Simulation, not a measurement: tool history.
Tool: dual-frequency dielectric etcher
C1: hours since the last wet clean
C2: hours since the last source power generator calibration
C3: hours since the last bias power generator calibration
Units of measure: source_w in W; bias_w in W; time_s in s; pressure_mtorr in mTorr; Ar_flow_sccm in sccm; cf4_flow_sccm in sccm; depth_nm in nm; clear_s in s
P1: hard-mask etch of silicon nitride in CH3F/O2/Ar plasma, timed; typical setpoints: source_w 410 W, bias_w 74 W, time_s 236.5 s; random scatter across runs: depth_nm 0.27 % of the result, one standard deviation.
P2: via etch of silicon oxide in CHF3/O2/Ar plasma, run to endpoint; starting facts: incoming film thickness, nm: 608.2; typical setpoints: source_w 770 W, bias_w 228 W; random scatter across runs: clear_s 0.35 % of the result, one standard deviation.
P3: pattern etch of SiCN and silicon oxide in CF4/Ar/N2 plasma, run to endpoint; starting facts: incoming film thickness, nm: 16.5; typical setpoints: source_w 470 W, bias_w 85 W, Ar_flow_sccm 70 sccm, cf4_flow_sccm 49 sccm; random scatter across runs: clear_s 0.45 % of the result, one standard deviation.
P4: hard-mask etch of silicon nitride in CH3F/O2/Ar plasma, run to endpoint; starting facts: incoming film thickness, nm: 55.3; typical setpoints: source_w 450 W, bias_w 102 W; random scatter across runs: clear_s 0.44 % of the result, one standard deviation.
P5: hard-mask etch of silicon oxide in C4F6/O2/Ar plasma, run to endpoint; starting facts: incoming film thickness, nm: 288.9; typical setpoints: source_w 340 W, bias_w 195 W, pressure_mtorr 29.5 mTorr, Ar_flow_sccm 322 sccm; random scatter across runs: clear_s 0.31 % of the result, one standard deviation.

{"run": 1, "hour": 7.0, "process": "P1", "source_w": 410, "bias_w": 74, "time_s": 236.5, "C1": 427.5, "C2": 1130.9, "C3": 940.9, "depth_nm": 162.49}
{"run": 2, "hour": 12.0, "process": "P1", "source_w": 410, "bias_w": 74, "time_s": 236.5, "C1": 432.5, "C2": 1135.9, "C3": 945.9, "depth_nm": 162.0}
{"run": 3, "hour": 17.1, "process": "P5", "source_w": 340, "bias_w": 195, "pressure_mtorr": 36.5, "Ar_flow_sccm": 322, "C1": 437.6, "C2": 1141.0, "C3": 951.0, "clear_s": 94.255}
{"run": 4, "hour": 26.7, "process": "P1", "source_w": 410, "bias_w": 104, "time_s": 236.5, "C1": 447.2, "C2": 1150.6, "C3": 960.6, "depth_nm": 183.21}
{"run": 5, "hour": 32.0, "process": "P3", "source_w": 470, "bias_w": 85, "Ar_flow_sccm": 70, "cf4_flow_sccm": 49, "C1": 452.5, "C2": 1155.9, "C3": 965.9, "clear_s": 17.517}
{"run": 6, "hour": 37.5, "process": "P2", "source_w": 770, "bias_w": 228, "C1": 458.0, "C2": 1161.4, "C3": 971.4, "clear_s": 265.14}
{"run": 7, "hour": 44.3, "process": "P2", "source_w": 1080, "bias_w": 228, "C1": 464.8, "C2": 1168.2, "C3": 978.2, "clear_s": 233.0}
{"run": 8, "hour": 52.4, "process": "P1", "source_w": 410, "bias_w": 74, "time_s": 236.5, "C1": 472.9, "C2": 1176.3, "C3": 986.3, "depth_nm": 162.37}
{"run": 9, "hour": 58.8, "process": "P1", "source_w": 520, "bias_w": 74, "time_s": 236.5, "C1": 479.3, "C2": 1182.7, "C3": 992.7, "depth_nm": 177.28}
{"run": 10, "hour": 68.6, "process": "P4", "source_w": 450, "bias_w": 142, "C1": 489.1, "C2": 1192.5, "C3": 1002.5, "clear_s": 61.07}
{"run": 11, "hour": 74.1, "process": "P2", "source_w": 770, "bias_w": 228, "C1": 494.6, "C2": 1198.0, "C3": 1008.0, "clear_s": 265.27}
{"run": 12, "hour": 82.4, "process": "P1", "source_w": 340, "bias_w": 74, "time_s": 133.0, "C1": 502.9, "C2": 1206.3, "C3": 1016.3, "depth_nm": 85.133}
{"run": 13, "hour": 88.9, "process": "P3", "source_w": 580, "bias_w": 85, "Ar_flow_sccm": 70, "cf4_flow_sccm": 49, "C1": 509.4, "C2": 1212.8, "C3": 1022.8, "clear_s": 14.734}
{"run": 14, "hour": 95.4, "process": "P5", "source_w": 340, "bias_w": 195, "pressure_mtorr": 29.5, "Ar_flow_sccm": 322, "C1": 515.9, "C2": 1219.3, "C3": 1029.3, "clear_s": 91.74}
{"run": 15, "hour": 103.1, "process": "P4", "source_w": 450, "bias_w": 102, "C1": 523.6, "C2": 1227.0, "C3": 1037.0, "clear_s": 69.149}
{"run": 16, "hour": 109.0, "process": "P1", "source_w": 410, "bias_w": 74, "time_s": 351.0, "C1": 529.5, "C2": 1232.9, "C3": 1042.9, "depth_nm": 240.4}
{"run": 17, "hour": 115.0, "process": "P3", "source_w": 470, "bias_w": 53, "Ar_flow_sccm": 70, "cf4_flow_sccm": 49, "C1": 535.5, "C2": 1238.9, "C3": 1048.9, "clear_s": 20.449}
{"run": 18, "hour": 124.3, "process": "P5", "source_w": 220, "bias_w": 195, "pressure_mtorr": 29.5, "Ar_flow_sccm": 322, "C1": 544.8, "C2": 1248.2, "C3": 1058.2, "clear_s": 109.0}
{"run": 19, "hour": 133.1, "process": "P1", "source_w": 410, "bias_w": 74, "time_s": 236.5, "C1": 553.6, "C2": 1257.0, "C3": 1067.0, "depth_nm": 161.49}
{"run": 20, "hour": 138.6, "process": "P1", "source_w": 410, "bias_w": 74, "time_s": 236.5, "C1": 559.1, "C2": 1262.5, "C3": 1072.5, "depth_nm": 161.86}
{"run": 21, "hour": 146.6, "process": "P5", "source_w": 340, "bias_w": 195, "pressure_mtorr": 29.5, "Ar_flow_sccm": 249, "C1": 567.1, "C2": 1270.5, "C3": 1080.5, "clear_s": 89.38}
{"run": 22, "hour": 155.0, "process": "P1", "source_w": 410, "bias_w": 58, "time_s": 236.5, "C1": 575.5, "C2": 1278.9, "C3": 1088.9, "depth_nm": 149.58}
{"run": 23, "hour": 159.3, "process": "P1", "source_w": 410, "bias_w": 74, "time_s": 168.0, "C1": 579.8, "C2": 1283.2, "C3": 1093.2, "depth_nm": 115.29}
{"run": 24, "hour": 167.7, "process": "P3", "source_w": 470, "bias_w": 85, "Ar_flow_sccm": 44, "cf4_flow_sccm": 49, "C1": 588.2, "C2": 1291.6, "C3": 1101.6, "clear_s": 16.543}
{"run": 25, "hour": 175.1, "process": "P4", "source_w": 620, "bias_w": 102, "C1": 595.6, "C2": 1299.0, "C3": 1109.0, "clear_s": 61.178}
{"run": 26, "hour": 180.7, "process": "P1", "source_w": 410, "bias_w": 74, "time_s": 236.5, "C1": 601.2, "C2": 1304.6, "C3": 1114.6, "depth_nm": 161.69}
{"run": 27, "hour": 185.2, "process": "P5", "source_w": 340, "bias_w": 123, "pressure_mtorr": 29.5, "Ar_flow_sccm": 322, "C1": 605.7, "C2": 1309.1, "C3": 1119.1, "clear_s": 106.2}
{"run": 28, "hour": 192.7, "process": "P1", "source_w": 300, "bias_w": 74, "time_s": 318.0, "C1": 613.2, "C2": 1316.6, "C3": 1126.6, "depth_nm": 194.84}
{"run": 29, "hour": 200.2, "process": "P1", "source_w": 410, "bias_w": 74, "time_s": 236.5, "C1": 620.7, "C2": 1324.1, "C3": 1134.1, "depth_nm": 162.29}
{"run": 30, "hour": 207.8, "process": "P1", "source_w": 250, "bias_w": 74, "time_s": 236.5, "C1": 628.3, "C2": 1331.7, "C3": 1141.7, "depth_nm": 135.21}
{"run": 31, "hour": 212.1, "process": "P3", "source_w": 470, "bias_w": 85, "Ar_flow_sccm": 70, "cf4_flow_sccm": 69, "C1": 632.6, "C2": 1336.0, "C3": 1146.0, "clear_s": 16.927}
{"run": 32, "hour": 220.5, "process": "P3", "source_w": 470, "bias_w": 85, "Ar_flow_sccm": 70, "cf4_flow_sccm": 49, "C1": 641.0, "C2": 1344.4, "C3": 1154.4, "clear_s": 17.474}
{"run": 33, "hour": 225.3, "process": "P1", "source_w": 540, "bias_w": 74, "time_s": 334.5, "C1": 645.8, "C2": 1349.2, "C3": 1159.2, "depth_nm": 254.94}
{"run": 34, "hour": 232.4, "process": "P2", "source_w": 770, "bias_w": 172, "C1": 652.9, "C2": 1356.3, "C3": 1166.3, "clear_s": 291.65}
{"run": 35, "hour": 242.2, "process": "P1", "source_w": 410, "bias_w": 74, "time_s": 236.5, "C1": 662.7, "C2": 1366.1, "C3": 1176.1, "depth_nm": 162.0}
{"run": 36, "hour": 250.9, "process": "P1", "source_w": 410, "bias_w": 74, "time_s": 236.5, "C1": 671.4, "C2": 1374.8, "C3": 1184.8, "depth_nm": 160.57}
{"run": 37, "hour": 256.5, "process": "P1", "source_w": 410, "bias_w": 74, "time_s": 236.5, "C1": 677.0, "C2": 1380.4, "C3": 1190.4, "depth_nm": 160.24}
{"run": 38, "hour": 265.7, "process": "P1", "source_w": 410, "bias_w": 74, "time_s": 236.5, "C1": 686.2, "C2": 1389.6, "C3": 1199.6, "depth_nm": 159.9}
{"hour": 267.8, "done": "wet clean of the chamber"}
{"run": 39, "hour": 270.8, "process": "P1", "source_w": 410, "bias_w": 74, "time_s": 236.5, "C1": 3.0, "C2": 1394.7, "C3": 1204.7, "depth_nm": 160.26}
{"run": 40, "hour": 275.7, "process": "P1", "source_w": 410, "bias_w": 74, "time_s": 236.5, "C1": 7.9, "C2": 1399.6, "C3": 1209.6, "depth_nm": 159.78}
{"run": 41, "hour": 281.3, "process": "P1", "source_w": 410, "bias_w": 74, "time_s": 236.5, "C1": 13.5, "C2": 1405.2, "C3": 1215.2, "depth_nm": 159.55}
{"run": 42, "hour": 288.3, "process": "P1", "source_w": 410, "bias_w": 74, "time_s": 236.5, "C1": 20.5, "C2": 1412.2, "C3": 1222.2, "depth_nm": 159.51}

What P1 gives has crept off from where it sat before. The 2 causes that follow fit the log equally well, each at the size noted:
A: bias power that arrives under what is set, % = 4.88
B: source power that arrives under what is set, % = 4.43
The onset of the drift is placed at about hour 242.2.
Ruled out, with reasons:
chamber walls in a state that lowers the etch rate, %: serviced at hour 267.8, after the change had begun; the process did not return to its earlier output

The list below offers 4 check runs, each averaging the results of 2 wafers, and shows each result as a question mark. For which of them would the listed causes give clearly different results?
{"run": "check 1", "hour": 295.3, "process": "P3", "source_w": 470, "bias_w": 85, "Ar_flow_sccm": 70, "cf4_flow_sccm": 49, "clear_s": "?"}
{"run": "check 2", "hour": 295.3, "process": "P2", "source_w": 770, "bias_w": 228, "clear_s": "?"}
{"run": "check 3", "hour": 295.3, "process": "P5", "source_w": 340, "bias_w": 195, "pressure_mtorr": 29.5, "Ar_flow_sccm": 322, "clear_s": "?"}
{"run": "check 4", "hour": 295.3, "process": "P4", "source_w": 450, "bias_w": 102, "clear_s": "?"}

What every check run would give for each of its results, assuming each possible cause in turn:
check=check_1 result=clear_s if_A=17.879 if_B=18.286
check=check_2 result=clear_s if_A=270.030 if_B=270.020
check=check_3 result=clear_s if_A=93.528 if_B=93.651
check=check_4 result=clear_s if_A=70.388 if_B=70.295
Distance between the nearest two causes, measured in the result of the check that separates them most: check 1 2.25 %; check 2 0.01 %; check 3 0.13 %; check 4 0.13 %
The other checks would show nearly matching results whichever cause is true, so check 1 is the only one that separates the causes.

Here is what check 1 returned: clear_s 17.904 s. Which cause is it?

It is A: bias power that arrives under what is set, %.

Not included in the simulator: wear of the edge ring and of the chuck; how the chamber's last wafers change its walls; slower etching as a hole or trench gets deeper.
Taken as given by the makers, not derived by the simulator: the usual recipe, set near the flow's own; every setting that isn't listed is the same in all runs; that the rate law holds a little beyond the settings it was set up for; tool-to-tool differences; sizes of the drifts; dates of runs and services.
